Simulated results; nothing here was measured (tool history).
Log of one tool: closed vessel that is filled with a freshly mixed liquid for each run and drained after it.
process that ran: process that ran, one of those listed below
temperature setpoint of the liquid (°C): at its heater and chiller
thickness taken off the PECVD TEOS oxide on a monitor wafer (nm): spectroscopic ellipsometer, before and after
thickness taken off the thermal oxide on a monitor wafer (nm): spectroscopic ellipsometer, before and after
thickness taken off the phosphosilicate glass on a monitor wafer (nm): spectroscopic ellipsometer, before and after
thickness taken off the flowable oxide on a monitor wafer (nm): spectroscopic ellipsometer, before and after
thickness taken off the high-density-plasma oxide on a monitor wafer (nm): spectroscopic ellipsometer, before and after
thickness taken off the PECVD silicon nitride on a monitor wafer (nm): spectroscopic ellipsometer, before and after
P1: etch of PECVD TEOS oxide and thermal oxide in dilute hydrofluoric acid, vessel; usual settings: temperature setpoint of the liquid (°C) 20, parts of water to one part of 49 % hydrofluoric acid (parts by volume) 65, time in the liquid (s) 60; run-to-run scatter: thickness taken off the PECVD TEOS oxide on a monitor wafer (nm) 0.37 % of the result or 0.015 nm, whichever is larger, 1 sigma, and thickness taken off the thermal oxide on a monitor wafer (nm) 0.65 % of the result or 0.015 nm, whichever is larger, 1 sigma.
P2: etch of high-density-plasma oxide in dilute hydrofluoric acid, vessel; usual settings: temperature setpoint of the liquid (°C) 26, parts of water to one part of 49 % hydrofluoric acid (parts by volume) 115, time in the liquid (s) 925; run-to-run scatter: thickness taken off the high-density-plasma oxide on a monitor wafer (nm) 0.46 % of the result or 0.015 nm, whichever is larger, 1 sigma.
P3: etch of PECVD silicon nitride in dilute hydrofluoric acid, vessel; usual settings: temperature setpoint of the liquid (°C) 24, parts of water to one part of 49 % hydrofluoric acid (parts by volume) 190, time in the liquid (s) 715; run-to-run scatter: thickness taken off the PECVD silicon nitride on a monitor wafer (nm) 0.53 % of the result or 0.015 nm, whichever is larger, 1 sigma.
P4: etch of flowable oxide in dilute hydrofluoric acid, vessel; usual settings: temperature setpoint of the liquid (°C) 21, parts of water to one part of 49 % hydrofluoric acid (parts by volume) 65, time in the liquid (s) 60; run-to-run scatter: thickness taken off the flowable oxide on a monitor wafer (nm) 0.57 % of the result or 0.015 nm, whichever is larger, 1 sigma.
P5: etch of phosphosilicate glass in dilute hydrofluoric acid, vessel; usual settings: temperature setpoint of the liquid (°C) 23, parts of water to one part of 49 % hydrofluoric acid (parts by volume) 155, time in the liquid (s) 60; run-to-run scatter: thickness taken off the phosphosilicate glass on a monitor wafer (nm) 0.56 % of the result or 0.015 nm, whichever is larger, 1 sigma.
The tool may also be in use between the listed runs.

| run | day | process that ran | temperature setpoint of the liquid (°C) | parts of water to one part of 49 % hydrofluoric acid (parts by volume) | time in the liquid (s) | hours since the thermometer was replaced | hours since the hydrofluoric acid flow meter was replaced | thickness taken off the PECVD TEOS oxide on a monitor wafer (nm) | thickness taken off the thermal oxide on a monitor wafer (nm) | thickness taken off the phosphosilicate glass on a monitor wafer (nm) | thickness taken off the flowable oxide on a monitor wafer (nm) | thickness taken off the high-density-plasma oxide on a monitor wafer (nm) | thickness taken off the PECVD silicon nitride on a monitor wafer (nm) |
|---|---|---|---|---|---|---|---|---|---|---|---|---|---|
| 1 | 0.35 | P1 | 20 | 65 | 60 | 879.8 | 400.1 | 11.158 | 3.9779 |  |  |  |  |
| 2 | 0.754 | P1 | 20 | 65 | 60 | 889.5 | 409.8 | 11.074 | 3.956 |  |  |  |  |
| 3 | 1.1 | P1 | 20 | 65 | 30 | 897.8 | 418.1 | 5.592 | 1.9579 |  |  |  |  |
| 4 | 1.562 | P1 | 25 | 65 | 35 | 908.9 | 429.2 | 8.0269 | 2.8224 |  |  |  |  |
| 5 | 1.817 | P5 | 17 | 155 | 60 | 915 | 435.3 |  |  | 42.163 |  |  |  |
| 6 | 2.154 | P4 | 21 | 65 | 100 | 923.1 | 443.4 |  |  |  | 32.156 |  |  |
| 7 | 2.612 | P2 | 34 | 115 | 925 | 934.1 | 454.4 |  |  |  |  | 57.522 |  |
| 8 | 2.858 | P1 | 20 | 65 | 60 | 940 | 460.3 | 11.128 | 3.9617 |  |  |  |  |
| 9 | 3.246 | P3 | 24 | 60 | 715 | 949.3 | 469.6 |  |  |  |  |  | 29.676 |
| 10 | 3.688 | P3 | 24 | 190 | 715 | 959.9 | 480.2 |  |  |  |  |  | 9.4793 |
| 11 | 3.925 | P1 | 20 | 100 | 60 | 965.6 | 485.9 | 7.0257 | 2.4709 |  |  |  |  |
| 12 | 4.338 | P5 | 23 | 155 | 110 | 975.5 | 495.8 |  |  | 98.468 |  |  |  |
| 13 | 4.767 | P3 | 17 | 190 | 715 | 985.8 | 506.1 |  |  |  |  |  | 5.96 |
| 14 | 4.992 | P4 | 21 | 65 | 60 | 991.2 | 511.5 |  |  |  | 19.325 |  |  |
| 15 | 5.279 | P2 | 26 | 115 | 220 | 998.1 | 518.4 |  |  |  |  | 10.123 |  |
| 16 | 5.583 | P2 | 26 | 25 | 925 | 1005.4 | 525.7 |  |  |  |  | 221.6 |  |
| 17 | 5.825 | P1 | 26.5 | 65 | 60 | 1011.2 | 531.5 | 14.558 | 5.2115 |  |  |  |  |
| 18 | 6.129 | P1 | 17 | 65 | 60 | 1018.5 | 538.8 | 9.8024 | 3.5074 |  |  |  |  |
| 19 | 6.492 | P1 | 20 | 65 | 60 | 1027.2 | 547.5 | 11.24 | 3.9396 |  |  |  |  |
|  | 6.525 | hydrofluoric acid flow meter replaced |
| 20 | 6.858 | P4 | 21 | 110 | 60 | 1036 | 8 |  |  |  | 10.752 |  |  |
| 21 | 7.271 | P1 | 20 | 65 | 95 | 1045.9 | 17.9 | 17.644 | 6.3261 |  |  |  |  |
| 22 | 7.583 | P4 | 17 | 65 | 60 | 1053.4 | 25.4 |  |  |  | 16.405 |  |  |
| 23 | 7.8 | P1 | 20 | 40 | 60 | 1058.6 | 30.6 | 18.578 | 6.6608 |  |  |  |  |
| 24 | 8 | P3 | 24 | 190 | 1160 | 1063.4 | 35.4 |  |  |  |  |  | 15.5 |
| 25 | 8.217 | P2 | 26 | 115 | 925 | 1068.6 | 40.6 |  |  |  |  | 42.743 |  |
| 26 | 8.567 | P5 | 23 | 70 | 60 | 1077 | 49 |  |  | 131.55 |  |  |  |
| 27 | 8.792 | P5 | 23 | 155 | 60 | 1082.4 | 54.4 |  |  | 53.089 |  |  |  |
| 28 | 9.129 | P1 | 20 | 65 | 60 | 1090.5 | 62.5 | 11.158 | 3.9278 |  |  |  |  |

Forecast run 29:
| 29 | 9.471 | P1 | 20 | 65 | 60 | 1098.7 | 70.7 | ? | ? |  |  |  |  |

{"run 29": {"thickness taken off the PECVD TEOS oxide on a monitor wafer (nm)": 11.161, "thickness taken off the thermal oxide on a monitor wafer (nm)": 3.9728}}

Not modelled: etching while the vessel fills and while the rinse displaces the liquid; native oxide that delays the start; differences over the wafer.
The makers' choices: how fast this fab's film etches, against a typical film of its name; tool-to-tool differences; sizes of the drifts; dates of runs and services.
